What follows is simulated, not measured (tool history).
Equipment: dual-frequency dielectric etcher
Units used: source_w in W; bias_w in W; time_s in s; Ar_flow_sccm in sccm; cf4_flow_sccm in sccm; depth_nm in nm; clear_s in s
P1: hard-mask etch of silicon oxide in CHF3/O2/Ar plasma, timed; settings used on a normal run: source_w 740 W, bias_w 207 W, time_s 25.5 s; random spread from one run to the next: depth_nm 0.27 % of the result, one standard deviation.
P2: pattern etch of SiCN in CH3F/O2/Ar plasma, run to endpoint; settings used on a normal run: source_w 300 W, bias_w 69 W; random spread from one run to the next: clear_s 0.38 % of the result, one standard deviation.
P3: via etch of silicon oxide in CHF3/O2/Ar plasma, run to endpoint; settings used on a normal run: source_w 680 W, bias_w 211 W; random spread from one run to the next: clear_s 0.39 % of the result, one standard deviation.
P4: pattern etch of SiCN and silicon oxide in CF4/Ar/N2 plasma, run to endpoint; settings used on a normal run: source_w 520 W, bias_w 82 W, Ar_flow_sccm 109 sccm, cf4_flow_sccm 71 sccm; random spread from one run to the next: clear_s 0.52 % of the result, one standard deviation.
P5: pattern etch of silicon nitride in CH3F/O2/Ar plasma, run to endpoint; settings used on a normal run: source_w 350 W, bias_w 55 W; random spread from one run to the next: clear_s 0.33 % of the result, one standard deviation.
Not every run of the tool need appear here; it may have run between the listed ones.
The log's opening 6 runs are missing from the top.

run  hour  process  source_w  bias_w  time_s  Ar_flow_sccm  cf4_flow_sccm  depth_nm  clear_s
  7  30.1       P1       740     207    38.0                                 86.097
  8  35.9       P3       400     211                                                 385.100
  9  39.8       P3       680     211                                                 316.570
 10  42.6       P1       740     207    18.5                                 41.884
 11  48.0       P2       400      69                                                  25.536
 12  50.7       P1       740     207    25.5                                 57.511
 13  55.3       P1       880     207    25.5                                 61.533
 14  61.0       P4       660      82                   109             71             11.016
 15  64.7       P4       520      82                   109             97             12.810
 16  68.3       P4       520      82                   109             71             13.542
 17  72.1       P4       520      82                   109             71             13.644
 18  77.5       P5       350      55                                                  34.829
 19  82.9       P4       520      63                   109             71             14.725
 20  87.3       P2       300      51                                                  31.926
 21  90.6       P1       740     207    25.5                                 57.726

Run 22 is up next; what results do you expect?
 22  93.9       P5       350      73                                                       ?

{"run 22": {"clear_s": 31.503}}

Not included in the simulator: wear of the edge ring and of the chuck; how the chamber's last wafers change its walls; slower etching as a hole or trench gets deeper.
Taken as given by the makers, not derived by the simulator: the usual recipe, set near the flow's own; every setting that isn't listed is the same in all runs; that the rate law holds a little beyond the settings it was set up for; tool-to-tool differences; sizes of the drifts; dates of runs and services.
